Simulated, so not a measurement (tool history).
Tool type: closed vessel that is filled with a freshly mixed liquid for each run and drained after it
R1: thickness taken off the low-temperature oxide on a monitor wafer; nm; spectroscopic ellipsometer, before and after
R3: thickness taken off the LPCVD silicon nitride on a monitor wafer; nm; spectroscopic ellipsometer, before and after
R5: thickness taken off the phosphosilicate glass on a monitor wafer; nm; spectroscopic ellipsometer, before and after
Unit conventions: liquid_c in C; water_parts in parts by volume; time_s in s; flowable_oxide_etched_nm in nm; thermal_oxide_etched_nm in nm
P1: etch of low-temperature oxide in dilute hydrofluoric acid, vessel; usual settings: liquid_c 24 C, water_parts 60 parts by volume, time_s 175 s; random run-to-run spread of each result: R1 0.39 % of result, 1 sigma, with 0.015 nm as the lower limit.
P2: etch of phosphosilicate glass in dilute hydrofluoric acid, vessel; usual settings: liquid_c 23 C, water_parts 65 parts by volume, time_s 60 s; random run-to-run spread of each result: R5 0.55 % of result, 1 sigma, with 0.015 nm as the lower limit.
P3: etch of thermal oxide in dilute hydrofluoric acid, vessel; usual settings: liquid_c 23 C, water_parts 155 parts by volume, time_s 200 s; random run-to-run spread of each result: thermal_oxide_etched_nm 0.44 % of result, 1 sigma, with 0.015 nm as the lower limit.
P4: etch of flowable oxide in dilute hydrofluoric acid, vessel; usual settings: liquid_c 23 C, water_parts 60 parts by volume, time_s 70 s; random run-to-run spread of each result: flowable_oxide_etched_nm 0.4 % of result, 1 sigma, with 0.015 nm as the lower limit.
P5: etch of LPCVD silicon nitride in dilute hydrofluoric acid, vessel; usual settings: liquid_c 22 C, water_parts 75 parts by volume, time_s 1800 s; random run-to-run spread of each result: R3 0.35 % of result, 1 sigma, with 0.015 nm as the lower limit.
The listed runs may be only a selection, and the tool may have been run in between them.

{"run": 1, "hour": 7.1, "process": "P1", "liquid_c": 24, "water_parts": 60, "time_s": 175, "R1": 60.519}
{"run": 2, "hour": 18.6, "process": "P1", "liquid_c": 24, "water_parts": 60, "time_s": 175, "R1": 60.165}
{"run": 3, "hour": 24.5, "process": "P4", "liquid_c": 23, "water_parts": 60, "time_s": 70, "flowable_oxide_etched_nm": 57.86}
{"run": 4, "hour": 33.9, "process": "P5", "liquid_c": 22, "water_parts": 75, "time_s": 30, "R3": 0.15864}
{"run": 5, "hour": 43.2, "process": "P4", "liquid_c": 29, "water_parts": 60, "time_s": 70, "flowable_oxide_etched_nm": 73.611}
{"run": 6, "hour": 54.4, "process": "P1", "liquid_c": 24, "water_parts": 60, "time_s": 175, "R1": 60.688}
{"run": 7, "hour": 64.5, "process": "P1", "liquid_c": 29.5, "water_parts": 60, "time_s": 75, "R1": 32.369}
{"run": 8, "hour": 70.9, "process": "P4", "liquid_c": 23, "water_parts": 60, "time_s": 120, "flowable_oxide_etched_nm": 98.835}
{"run": 9, "hour": 78.6, "process": "P4", "liquid_c": 23, "water_parts": 25, "time_s": 70, "flowable_oxide_etched_nm": 145.54}
{"run": 10, "hour": 85.6, "process": "P3", "liquid_c": 23, "water_parts": 155, "time_s": 365, "thermal_oxide_etched_nm": 9.9868}
{"run": 11, "hour": 93.9, "process": "P1", "liquid_c": 24, "water_parts": 60, "time_s": 175, "R1": 60.444}
{"run": 12, "hour": 102.8, "process": "P3", "liquid_c": 30, "water_parts": 155, "time_s": 200, "thermal_oxide_etched_nm": 7.0488}
{"run": 13, "hour": 109.3, "process": "P1", "liquid_c": 24, "water_parts": 95, "time_s": 175, "R1": 36.348}
{"run": 14, "hour": 120.1, "process": "P2", "liquid_c": 23, "water_parts": 65, "time_s": 60, "R5": 125.62}
{"run": 15, "hour": 127.7, "process": "P1", "liquid_c": 29, "water_parts": 60, "time_s": 175, "R1": 73.713}
{"run": 16, "hour": 136.1, "process": "P1", "liquid_c": 24, "water_parts": 60, "time_s": 175, "R1": 60.608}
{"run": 17, "hour": 144.7, "process": "P1", "liquid_c": 24, "water_parts": 60, "time_s": 310, "R1": 107.23}
{"run": 18, "hour": 151.1, "process": "P2", "liquid_c": 23, "water_parts": 65, "time_s": 30, "R5": 62.506}
{"run": 19, "hour": 158.7, "process": "P3", "liquid_c": 23, "water_parts": 275, "time_s": 200, "thermal_oxide_etched_nm": 2.7226}
{"run": 20, "hour": 166.6, "process": "P5", "liquid_c": 22, "water_parts": 115, "time_s": 1800, "R3": 6.5083}
{"run": 21, "hour": 176.8, "process": "P2", "liquid_c": 23, "water_parts": 100, "time_s": 60, "R5": 78.78}
{"run": 22, "hour": 183.2, "process": "P3", "liquid_c": 23, "water_parts": 155, "time_s": 200, "thermal_oxide_etched_nm": 5.4081}
{"run": 23, "hour": 191.0, "process": "P1", "liquid_c": 24, "water_parts": 20, "time_s": 175, "R1": 190.34}

Predict the results of run 24:
{"run": 24, "hour": 201.0, "process": "P5", "liquid_c": 22, "water_parts": 75, "time_s": 1800, "R3": "?"}

R3: 9.8387 nm

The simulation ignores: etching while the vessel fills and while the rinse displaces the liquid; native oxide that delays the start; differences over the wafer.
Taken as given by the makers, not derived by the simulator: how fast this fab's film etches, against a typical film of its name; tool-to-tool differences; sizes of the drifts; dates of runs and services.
